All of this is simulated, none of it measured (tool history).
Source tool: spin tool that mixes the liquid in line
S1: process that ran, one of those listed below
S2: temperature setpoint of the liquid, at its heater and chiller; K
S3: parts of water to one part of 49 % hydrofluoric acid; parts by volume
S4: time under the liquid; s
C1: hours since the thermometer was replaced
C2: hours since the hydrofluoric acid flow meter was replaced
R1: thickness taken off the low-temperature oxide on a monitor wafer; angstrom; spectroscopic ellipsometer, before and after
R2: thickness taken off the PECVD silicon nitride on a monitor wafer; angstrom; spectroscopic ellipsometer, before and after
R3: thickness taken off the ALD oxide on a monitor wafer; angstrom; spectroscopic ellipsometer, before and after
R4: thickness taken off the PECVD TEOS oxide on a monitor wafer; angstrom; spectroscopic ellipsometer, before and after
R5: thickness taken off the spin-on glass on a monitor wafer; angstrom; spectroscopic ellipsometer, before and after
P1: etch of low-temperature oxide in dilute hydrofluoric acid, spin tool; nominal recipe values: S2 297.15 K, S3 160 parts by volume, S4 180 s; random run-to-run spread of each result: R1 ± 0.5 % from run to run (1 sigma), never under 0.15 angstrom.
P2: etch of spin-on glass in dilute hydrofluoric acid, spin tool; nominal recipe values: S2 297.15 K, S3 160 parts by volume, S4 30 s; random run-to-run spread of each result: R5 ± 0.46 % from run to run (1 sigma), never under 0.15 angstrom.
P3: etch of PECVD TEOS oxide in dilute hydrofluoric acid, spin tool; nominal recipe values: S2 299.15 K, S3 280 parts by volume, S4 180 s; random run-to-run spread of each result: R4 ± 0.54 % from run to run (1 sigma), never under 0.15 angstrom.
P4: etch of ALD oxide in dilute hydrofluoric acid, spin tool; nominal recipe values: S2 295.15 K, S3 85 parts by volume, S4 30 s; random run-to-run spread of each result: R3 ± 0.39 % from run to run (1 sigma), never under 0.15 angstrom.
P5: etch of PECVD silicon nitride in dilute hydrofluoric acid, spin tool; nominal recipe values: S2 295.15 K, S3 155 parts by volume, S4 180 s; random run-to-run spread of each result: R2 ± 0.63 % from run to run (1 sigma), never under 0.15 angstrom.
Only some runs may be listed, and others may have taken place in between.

run,hour,S1,S2,S3,S4,C1,C2,R1,R2,R3,R4,R5
1,4.3,P1,297.15,160,180,999.6,930,193.35,,,,
2,7.9,P1,297.15,160,180,1003.2,933.6,194.6,,,,
3,11.3,P1,297.15,265,180,1006.6,937,105.56,,,,
4,16.1,P5,295.15,215,180,1011.4,941.8,,31.362,,,
5,20.9,P4,295.15,55,30,1016.2,946.6,,,127.03,,
6,24.7,P3,299.15,280,180,1020,950.4,,,,74.932,
7,27.9,P1,290.65,160,180,1023.2,953.6,152.21,,,,
8,30.5,P1,297.15,160,90,1025.8,956.2,96.879,,,,
9,34.2,P4,295.15,85,60,1029.5,959.9,,,160.53,,
10,38.5,P4,301.15,85,30,1033.8,964.2,,,100.7,,
11,43,P2,297.15,160,30,1038.3,968.7,,,,,105.8
12,47.8,P3,293.65,280,180,1043.1,973.5,,,,61.564,
13,52.4,P1,297.15,160,180,1047.7,978.1,193.46,,,,
14,56.4,P1,297.15,160,180,1051.7,982.1,195.1,,,,
15,61.4,P5,295.15,155,180,1056.7,987.1,,43.586,,,
16,65.8,P5,295.15,155,20,1061.1,991.5,,4.7843,,,
17,68.9,P1,297.15,160,180,1064.2,994.6,196.56,,,,
18,71.7,P3,299.15,45,180,1067,997.4,,,,617.13,
19,75.8,P2,302.15,160,30,1071.1,1001.5,,,,,126.97
20,80.1,P5,303.65,155,180,1075.4,1005.8,,74.47,,,
21,82.8,P1,297.15,95,85,1078.1,1008.5,168.1,,,,
22,85.8,P2,297.15,290,30,1081.1,1011.5,,,,,50.742
23,90.9,P1,297.15,160,280,1086.2,1016.6,301.54,,,,
24,95,P4,295.15,85,30,1090.3,1020.7,,,79.359,,
25,98.4,P1,305.15,160,180,1093.7,1024.1,257.58,,,,
26,102.4,P5,295.15,155,180,1097.7,1028.1,,43.531,,,
27,105.3,P2,297.15,160,15,1100.6,1031,,,,,52.649
28,109.1,P1,297.15,65,180,1104.4,1034.8,536.73,,,,
29,114,P3,299.15,280,60,1109.3,1039.7,,,,25.214,
30,117.3,P2,297.15,160,30,1112.6,1043,,,,,106.23
31,122.5,P1,297.15,160,180,1117.8,1048.2,195.47,,,,
32,127.1,P1,297.15,160,180,1122.4,1052.8,199.9,,,,
33,130.7,P1,297.15,160,180,1126,1056.4,201.78,,,,
34,133.7,P1,297.15,160,180,1129,1059.4,203.67,,,,
35,138.8,P1,297.15,160,180,1134.1,1064.5,206.34,,,,
36,143.7,P1,297.15,160,180,1139,1069.4,208.58,,,,
37,147.1,P1,297.15,160,180,1142.4,1072.8,209.26,,,,
38,151.7,P1,297.15,160,180,1147,1077.4,208.35,,,,
39,155.1,P1,297.15,160,180,1150.4,1080.8,208.51,,,,
40,159,P1,297.15,160,180,1154.3,1084.7,207.58,,,,
41,162.3,P1,297.15,160,180,1157.6,1088,208.88,,,,
42,165.5,P1,297.15,160,180,1160.8,1091.2,207.5,,,,

P1 no longer gives what it gave before; its output has crept away from where it was. The following 2 causes, each at its listed size, fit the log equally well:
A: hydrofluoric acid flow above the setpoint (%) = 6.44
B: liquid hotter than its thermometer reads (K) = 1.96
The creep began at about hour 122.5.

4 check runs are offered, one wafer each, their results left as question marks. Which one tells the causes apart?
check 1,168.7,P2,297.15,265,15,,,,,,,?
check 2,168.7,P3,294.65,100,180,,,,,,?,
check 3,168.7,P4,299.15,85,50,,,,,?,,
check 4,168.7,P5,303.15,155,180,,,,?,,,

Outcome of each check run for each possible cause:
check,result,if A,if B
check 1,R5,30.833,30.529
check 2,R4,231.04,233.2
check 3,R3,167.15,168.37
check 4,R2,77.539,81.948
Distance between the nearest two causes, measured in the result of the check that separates them most: check 1 0.99 %; check 2 0.93 %; check 3 0.73 %; check 4 5.53 %
The causes can be told apart only by check 4. The other checks would give nearly the same results under each of them.

Then check 4 was run and gave: R2 77.397 angstrom. Which cause is it?

It is A: hydrofluoric acid flow above the setpoint (%).

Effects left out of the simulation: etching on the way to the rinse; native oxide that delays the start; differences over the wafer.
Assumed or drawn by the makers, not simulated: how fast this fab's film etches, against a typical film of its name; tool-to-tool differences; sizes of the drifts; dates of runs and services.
